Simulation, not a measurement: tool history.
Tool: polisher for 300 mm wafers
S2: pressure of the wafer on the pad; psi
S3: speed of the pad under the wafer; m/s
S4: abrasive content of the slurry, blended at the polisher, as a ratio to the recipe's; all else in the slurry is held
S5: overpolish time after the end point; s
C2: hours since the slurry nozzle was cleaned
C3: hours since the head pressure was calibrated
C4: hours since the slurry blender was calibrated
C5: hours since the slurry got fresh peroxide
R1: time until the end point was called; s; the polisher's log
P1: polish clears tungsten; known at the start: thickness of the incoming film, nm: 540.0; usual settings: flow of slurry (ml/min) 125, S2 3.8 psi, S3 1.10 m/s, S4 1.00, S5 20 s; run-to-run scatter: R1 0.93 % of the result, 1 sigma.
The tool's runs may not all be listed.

run 1 hour=8.1 | flow_of_slurry_(ml/min)=125 S2=3.8 S3=1.10 S4=1.00 S5=20 | wafers_polished_on_this_pad=753 C2=84.8 C3=181.4 C4=126.9 C5=35.5 | R1=117.170
run 2 hour=16.8 | flow_of_slurry_(ml/min)=125 S2=3.8 S3=1.10 S4=1.00 S5=20 | wafers_polished_on_this_pad=807 C2=93.5 C3=190.1 C4=135.6 C5=44.2 | R1=117.810
run 3 hour=27.7 | flow_of_slurry_(ml/min)=125 S2=3.8 S3=1.10 S4=1.00 S5=8 | wafers_polished_on_this_pad=874 C2=104.4 C3=201.0 C4=146.5 C5=55.1 | R1=116.850
run 4 hour=35.5 | flow_of_slurry_(ml/min)=125 S2=3.8 S3=1.10 S4=1.00 S5=20 | wafers_polished_on_this_pad=922 C2=112.2 C3=208.8 C4=154.3 C5=62.9 | R1=116.270
run 5 hour=52.5 | flow_of_slurry_(ml/min)=75 S2=3.8 S3=1.10 S4=1.00 S5=20 | wafers_polished_on_this_pad=1026 C2=129.2 C3=225.8 C4=171.3 C5=79.9 | R1=133.850
run 6 hour=65.1 | flow_of_slurry_(ml/min)=125 S2=5.9 S3=1.10 S4=1.00 S5=20 | wafers_polished_on_this_pad=1103 C2=141.8 C3=238.4 C4=183.9 C5=92.5 | R1=76.735
run 7 hour=82.2 | flow_of_slurry_(ml/min)=125 S2=3.8 S3=1.42 S4=1.00 S5=20 | wafers_polished_on_this_pad=1208 C2=158.9 C3=255.5 C4=201.0 C5=109.6 | R1=89.583
-- hour=92.0 slurry nozzle cleaned
run 8 hour=95.1 | flow_of_slurry_(ml/min)=170 S2=3.8 S3=1.10 S4=1.00 S5=20 | wafers_polished_on_this_pad=1287 C2=3.1 C3=268.4 C4=213.9 C5=122.5 | R1=112.230
-- hour=100.6 slurry tank refilled with fresh slurry and peroxide
run 9 hour=105.9 | flow_of_slurry_(ml/min)=125 S2=3.8 S3=1.10 S4=0.55 S5=20 | wafers_polished_on_this_pad=1354 C2=13.9 C3=279.2 C4=224.7 C5=5.3 | R1=134.710
run 10 hour=118.3 | flow_of_slurry_(ml/min)=125 S2=3.8 S3=1.10 S4=1.00 S5=20 | wafers_polished_on_this_pad=1430 C2=26.3 C3=291.6 C4=237.1 C5=17.7 | R1=116.440
run 11 hour=132.1 | flow_of_slurry_(ml/min)=125 S2=1.7 S3=1.10 S4=1.00 S5=20 | wafers_polished_on_this_pad=1514 C2=40.1 C3=305.4 C4=250.9 C5=31.5 | R1=261.010
run 12 hour=140.6 | flow_of_slurry_(ml/min)=125 S2=3.8 S3=1.10 S4=1.00 S5=39 | wafers_polished_on_this_pad=1567 C2=48.6 C3=313.9 C4=259.4 C5=40.0 | R1=116.960
run 13 hour=152.3 | flow_of_slurry_(ml/min)=125 S2=5.6 S3=1.34 S4=1.00 S5=20 | wafers_polished_on_this_pad=1638 C2=60.3 C3=325.6 C4=271.1 C5=51.7 | R1=65.389
run 14 hour=165.3 | flow_of_slurry_(ml/min)=125 S2=3.8 S3=1.10 S4=1.25 S5=20 | wafers_polished_on_this_pad=1718 C2=73.3 C3=338.6 C4=284.1 C5=64.7 | R1=110.240
run 15 hour=177.0 | flow_of_slurry_(ml/min)=125 S2=3.8 S3=0.50 S4=1.00 S5=20 | wafers_polished_on_this_pad=1790 C2=85.0 C3=350.3 C4=295.8 C5=76.4 | R1=254.820
run 16 hour=193.1 | flow_of_slurry_(ml/min)=125 S2=3.8 S3=1.10 S4=1.00 S5=20 | wafers_polished_on_this_pad=1889 C2=101.1 C3=366.4 C4=311.9 C5=92.5 | R1=118.500
run 17 hour=207.0 | flow_of_slurry_(ml/min)=125 S2=3.8 S3=1.10 S4=1.00 S5=20 | wafers_polished_on_this_pad=1974 C2=115.0 C3=380.3 C4=325.8 C5=106.4 | R1=119.710
run 18 hour=218.0 | flow_of_slurry_(ml/min)=125 S2=3.8 S3=1.10 S4=1.00 S5=20 | wafers_polished_on_this_pad=2042 C2=126.0 C3=391.3 C4=336.8 C5=117.4 | R1=121.070
run 19 hour=232.3 | flow_of_slurry_(ml/min)=125 S2=3.8 S3=1.10 S4=1.00 S5=20 | wafers_polished_on_this_pad=2129 C2=140.3 C3=405.6 C4=351.1 C5=131.7 | R1=123.010
run 20 hour=248.4 | flow_of_slurry_(ml/min)=125 S2=3.8 S3=1.10 S4=1.00 S5=20 | wafers_polished_on_this_pad=2228 C2=156.4 C3=421.7 C4=367.2 C5=147.8 | R1=124.940
-- hour=259.3 slurry tank refilled with fresh slurry and peroxide
run 21 hour=263.9 | flow_of_slurry_(ml/min)=125 S2=3.8 S3=1.10 S4=1.00 S5=20 | wafers_polished_on_this_pad=2323 C2=171.9 C3=437.2 C4=382.7 C5=4.7 | R1=125.000
-- hour=269.1 slurry blender recalibrated
run 22 hour=275.9 | flow_of_slurry_(ml/min)=125 S2=3.8 S3=1.10 S4=1.00 S5=20 | wafers_polished_on_this_pad=2397 C2=183.9 C3=449.2 C4=6.8 C5=16.7 | R1=126.450
run 23 hour=284.7 | flow_of_slurry_(ml/min)=125 S2=3.8 S3=1.10 S4=1.00 S5=20 | wafers_polished_on_this_pad=2451 C2=192.7 C3=458.0 C4=15.6 C5=25.5 | R1=127.400
-- hour=295.0 head pressure recalibrated
run 24 hour=300.8 | flow_of_slurry_(ml/min)=125 S2=3.8 S3=1.10 S4=1.00 S5=20 | wafers_polished_on_this_pad=2550 C2=208.8 C3=5.9 C4=31.7 C5=41.6 | R1=128.350
run 25 hour=314.2 | flow_of_slurry_(ml/min)=125 S2=3.8 S3=1.10 S4=1.00 S5=20 | wafers_polished_on_this_pad=2632 C2=222.2 C3=19.3 C4=45.1 C5=55.0 | R1=125.060
run 26 hour=331.3 | flow_of_slurry_(ml/min)=125 S2=3.8 S3=1.10 S4=1.00 S5=20 | wafers_polished_on_this_pad=2737 C2=239.3 C3=36.4 C4=62.2 C5=72.1 | R1=128.290
run 27 hour=341.8 | flow_of_slurry_(ml/min)=125 S2=3.8 S3=1.10 S4=1.00 S5=20 | wafers_polished_on_this_pad=2802 C2=249.8 C3=46.9 C4=72.7 C5=82.6 | R1=127.320

What P1 gives has crept away from where it was. These 2 causes fit the log equally well, each at the size given:
A: slurry flow missing at the pad, % = 29
B: removal rate lost through wear of the pad, % = 7.9
The creep began at about hour 193.1.
Why every other cause is out:
head's pressure below its setpoint, %: serviced at hour 295.0, which brought nothing back
abrasive missing from the slurry, %: serviced at hour 269.1, which brought nothing back
peroxide lost from the slurry, %: serviced at hour 259.3, which brought nothing back

4 check runs are offered, each on 3 wafers whose results are averaged, their results left as question marks. Which one tells the causes apart?
run check 1 hour=352.3 | flow_of_slurry_(ml/min)=125 S2=5.8 S3=0.70 S4=1.00 S5=20 | R1=?
run check 2 hour=352.3 | flow_of_slurry_(ml/min)=125 S2=2.9 S3=1.10 S4=1.00 S5=38 | R1=?
run check 3 hour=352.3 | flow_of_slurry_(ml/min)=125 S2=5.5 S3=1.10 S4=1.00 S5=20 | R1=?
run check 4 hour=352.3 | flow_of_slurry_(ml/min)=75 S2=3.8 S3=0.60 S4=1.00 S5=20 | R1=?

What each check would give under each cause:
check=check_1 result=R1 if_A=130.940 if_B=130.930
check=check_2 result=R1 if_A=166.660 if_B=166.640
check=check_3 result=R1 if_A=87.873 if_B=87.867
check=check_4 result=R1 if_A=278.510 if_B=266.270
How far apart the two closest causes lie, in the result that separates them most: check 1 0.01 %; check 2 0.01 %; check 3 0.01 %; check 4 4.49 %
Only check 4 tells the causes apart: in the others they would give nearly the same result.

Then check 4 was run and gave: R1 263.730 s. Which cause is it?

It is B: removal rate lost through wear of the pad, %.
